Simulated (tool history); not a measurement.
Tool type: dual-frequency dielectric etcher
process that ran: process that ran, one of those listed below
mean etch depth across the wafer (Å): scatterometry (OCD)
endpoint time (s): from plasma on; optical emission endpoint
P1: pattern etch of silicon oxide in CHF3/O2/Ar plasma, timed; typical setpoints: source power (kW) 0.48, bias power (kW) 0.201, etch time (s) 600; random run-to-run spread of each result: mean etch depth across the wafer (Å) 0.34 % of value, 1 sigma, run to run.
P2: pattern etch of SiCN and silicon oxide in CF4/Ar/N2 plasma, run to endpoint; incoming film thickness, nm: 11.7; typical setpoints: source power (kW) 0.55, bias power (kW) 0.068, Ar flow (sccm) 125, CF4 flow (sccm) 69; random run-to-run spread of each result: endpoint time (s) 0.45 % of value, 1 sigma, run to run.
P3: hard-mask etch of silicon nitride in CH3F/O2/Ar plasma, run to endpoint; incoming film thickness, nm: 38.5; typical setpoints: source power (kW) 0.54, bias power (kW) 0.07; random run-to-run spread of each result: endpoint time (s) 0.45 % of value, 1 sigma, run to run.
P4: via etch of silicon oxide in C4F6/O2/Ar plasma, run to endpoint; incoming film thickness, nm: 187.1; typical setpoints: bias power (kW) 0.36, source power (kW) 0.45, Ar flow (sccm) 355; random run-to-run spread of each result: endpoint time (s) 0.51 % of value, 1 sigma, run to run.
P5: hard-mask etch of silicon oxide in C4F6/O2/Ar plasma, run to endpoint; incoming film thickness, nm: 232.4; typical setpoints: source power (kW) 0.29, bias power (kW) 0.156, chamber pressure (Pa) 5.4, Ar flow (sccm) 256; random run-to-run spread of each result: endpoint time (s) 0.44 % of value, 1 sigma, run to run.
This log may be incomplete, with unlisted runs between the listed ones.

run,hour,process that ran,source power (kW),bias power (kW),etch time (s),Ar flow (sccm),chamber pressure (Pa),CF4 flow (sccm),hours since the last wet clean,hours since the last source power generator calibration,hours since the last bias power generator calibration,mean etch depth across the wafer (Å),endpoint time (s)
1,6.2,P1,0.48,0.201,600,,,,182,2365,1700.9,11190,
2,12.3,P4,0.62,0.36,,355,,,188.1,2371.1,1707,,39.069
3,18.6,P1,0.37,0.164,600,,,,194.4,2377.4,1713.3,9352.3,
4,27.6,P1,0.48,0.157,342.5,,,,203.4,2386.4,1722.3,5862.2,
5,32.5,P5,0.29,0.156,,256,5.4,,208.3,2391.3,1727.2,,88.917
6,38.8,P5,0.29,0.156,,323,5.4,,214.6,2397.6,1733.5,,90.912
7,44.1,P2,0.55,0.068,,125,,69,219.9,2402.9,1738.8,,12.192
8,51.3,P4,0.45,0.483,,355,,,227.1,2410.1,1746,,39.178
9,58.1,P1,0.34,0.201,600,,,,233.9,2416.9,1752.8,9767,
10,63.1,P3,0.54,0.04,,,,,238.9,2421.9,1757.8,,59.758
11,69.7,P2,0.55,0.068,,125,,93,245.5,2428.5,1764.4,,11.69
12,78.4,P4,0.45,0.36,,499,,,254.2,2437.2,1773.1,,45.49
13,86.2,P1,0.57,0.201,600,,,,262,2445,1780.9,11967,
14,91.3,P1,0.48,0.201,360.5,,,,267.1,2450.1,1786,6685.5,
15,97.9,P5,0.29,0.156,,256,6.87,,273.7,2456.7,1792.6,,91.174
16,107.5,P2,0.55,0.088,,125,,69,283.3,2466.3,1802.2,,11.174
17,114.6,P1,0.48,0.201,600,,,,290.4,2473.4,1809.3,11161,
18,122.9,P5,0.29,0.119,,256,5.4,,298.7,2481.7,1817.6,,96.108
19,128.9,P3,0.77,0.07,,,,,304.7,2487.7,1823.6,,43.798
# hour 132.2: wet clean of the chamber
20,134.9,P1,0.48,0.201,872,,,,2.7,2493.7,1829.6,16287,
21,144.2,P3,0.54,0.07,,,,,12,2503,1838.9,,49.88
22,148.8,P1,0.48,0.201,600,,,,16.6,2507.6,1843.5,11148,
23,153.5,P1,0.48,0.132,600,,,,21.3,2512.3,1848.2,9713.6,
24,158.7,P1,0.48,0.277,600,,,,26.5,2517.5,1853.4,12524,
25,165.1,P2,0.55,0.068,,92,,69,32.9,2523.9,1859.8,,11.698

Forecast run 26:
26,172.5,P2,0.33,0.068,,125,,69,40.3,2531.3,1867.2,,?

endpoint time (s): 18.985
